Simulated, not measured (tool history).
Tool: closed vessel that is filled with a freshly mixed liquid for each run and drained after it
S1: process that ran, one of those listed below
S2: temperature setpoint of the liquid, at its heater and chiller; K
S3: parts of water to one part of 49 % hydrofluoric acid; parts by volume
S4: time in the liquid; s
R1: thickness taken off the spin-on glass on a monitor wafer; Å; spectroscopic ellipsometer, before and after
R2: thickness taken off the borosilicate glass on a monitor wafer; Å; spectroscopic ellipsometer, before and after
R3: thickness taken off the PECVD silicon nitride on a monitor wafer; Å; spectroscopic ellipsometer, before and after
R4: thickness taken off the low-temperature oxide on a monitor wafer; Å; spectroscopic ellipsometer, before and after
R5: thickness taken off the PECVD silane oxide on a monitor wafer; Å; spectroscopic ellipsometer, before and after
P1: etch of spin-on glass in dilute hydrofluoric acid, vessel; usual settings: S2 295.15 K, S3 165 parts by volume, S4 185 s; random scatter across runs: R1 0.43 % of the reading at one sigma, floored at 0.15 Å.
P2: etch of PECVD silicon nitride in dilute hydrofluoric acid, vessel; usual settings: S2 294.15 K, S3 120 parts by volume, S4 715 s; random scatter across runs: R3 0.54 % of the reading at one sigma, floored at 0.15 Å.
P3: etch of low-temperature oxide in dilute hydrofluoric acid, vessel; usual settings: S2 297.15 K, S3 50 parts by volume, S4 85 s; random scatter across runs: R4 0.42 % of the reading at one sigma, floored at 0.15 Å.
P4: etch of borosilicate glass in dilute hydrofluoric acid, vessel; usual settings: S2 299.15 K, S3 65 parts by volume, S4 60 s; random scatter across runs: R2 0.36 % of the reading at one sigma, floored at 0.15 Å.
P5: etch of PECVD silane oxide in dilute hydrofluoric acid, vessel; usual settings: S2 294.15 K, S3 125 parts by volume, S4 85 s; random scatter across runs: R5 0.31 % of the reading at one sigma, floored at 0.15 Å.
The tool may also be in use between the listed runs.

| run | hour | S1 | S2 | S3 | S4 | R1 | R2 | R3 | R4 | R5 |
|---|---|---|---|---|---|---|---|---|---|---|
| 1 | 7.8 | P1 | 295.15 | 165 | 185 | 320.83 |  |  |  |  |
| 2 | 16.8 | P4 | 299.15 | 35 | 60 |  | 690.26 |  |  |  |
| 3 | 28.7 | P1 | 295.15 | 165 | 95 | 163.69 |  |  |  |  |
| 4 | 39.9 | P1 | 290.15 | 95 | 185 | 489.95 |  |  |  |  |
| 5 | 54.9 | P2 | 294.15 | 120 | 1070 |  |  | 201.97 |  |  |
| 6 | 66.6 | P4 | 291.15 | 65 | 60 |  | 256.36 |  |  |  |
| 7 | 76.9 | P1 | 295.15 | 165 | 185 | 318.85 |  |  |  |  |
| 8 | 88.7 | P3 | 297.15 | 50 | 145 |  |  |  | 776.11 |  |
| 9 | 97.4 | P3 | 297.15 | 50 | 85 |  |  |  | 453.31 |  |
| 10 | 104.6 | P3 | 297.15 | 90 | 85 |  |  |  | 238.9 |  |
| 11 | 114.1 | P2 | 294.15 | 55 | 715 |  |  | 293.13 |  |  |
| 12 | 125.4 | P5 | 294.15 | 210 | 85 |  |  |  |  | 57.293 |
| 13 | 139.7 | P1 | 295.15 | 165 | 185 | 319.19 |  |  |  |  |
| 14 | 153.3 | P1 | 295.15 | 85 | 185 | 677.28 |  |  |  |  |
| 15 | 164.6 | P4 | 299.15 | 65 | 60 |  | 354.17 |  |  |  |
| 16 | 179.4 | P1 | 301.15 | 165 | 185 | 399.05 |  |  |  |  |
| 17 | 193.9 | P4 | 299.15 | 65 | 90 |  | 534.97 |  |  |  |
| 18 | 207 | P3 | 290.65 | 50 | 85 |  |  |  | 343.57 |  |
| 19 | 216.6 | P5 | 294.15 | 125 | 40 |  |  |  |  | 49.47 |
| 20 | 224.6 | P1 | 295.15 | 275 | 185 | 170.97 |  |  |  |  |
| 21 | 237.9 | P1 | 295.15 | 165 | 185 | 317.57 |  |  |  |  |
| 22 | 249.6 | P4 | 299.15 | 65 | 60 |  | 356.11 |  |  |  |
| 23 | 265.7 | P5 | 300.65 | 125 | 85 |  |  |  |  | 134.57 |
| 24 | 274.2 | P1 | 295.15 | 165 | 185 | 320.59 |  |  |  |  |
|  | 277 | hydrofluoric acid flow meter replaced |
| 25 | 286.1 | P2 | 290.15 | 120 | 715 |  |  | 103.61 |  |  |
| 26 | 296.7 | P1 | 290.15 | 165 | 185 | 262.11 |  |  |  |  |
| 27 | 304.3 | P2 | 294.15 | 120 | 715 |  |  | 137.8 |  |  |
| 28 | 319 | P1 | 295.15 | 165 | 290 | 495.13 |  |  |  |  |
| 29 | 330.9 | P1 | 295.15 | 45 | 340 | 2479.4 |  |  |  |  |
| 30 | 340.8 | P5 | 294.15 | 125 | 85 |  |  |  |  | 105.19 |
| 31 | 348.4 | P1 | 295.15 | 165 | 185 | 321.55 |  |  |  |  |
| 32 | 359.5 | P1 | 295.15 | 165 | 185 | 318.59 |  |  |  |  |
| 33 | 369.4 | P1 | 295.15 | 165 | 185 | 324.09 |  |  |  |  |
| 34 | 378.3 | P1 | 295.15 | 165 | 185 | 327.44 |  |  |  |  |
| 35 | 393.8 | P1 | 295.15 | 165 | 185 | 333.56 |  |  |  |  |
| 36 | 408.4 | P1 | 295.15 | 165 | 185 | 331.45 |  |  |  |  |

Run 37 comes next. What will it give?
| 37 | 423 | P1 | 295.15 | 165 | 185 | ? |  |  |  |  |

R1: 335.46 Å
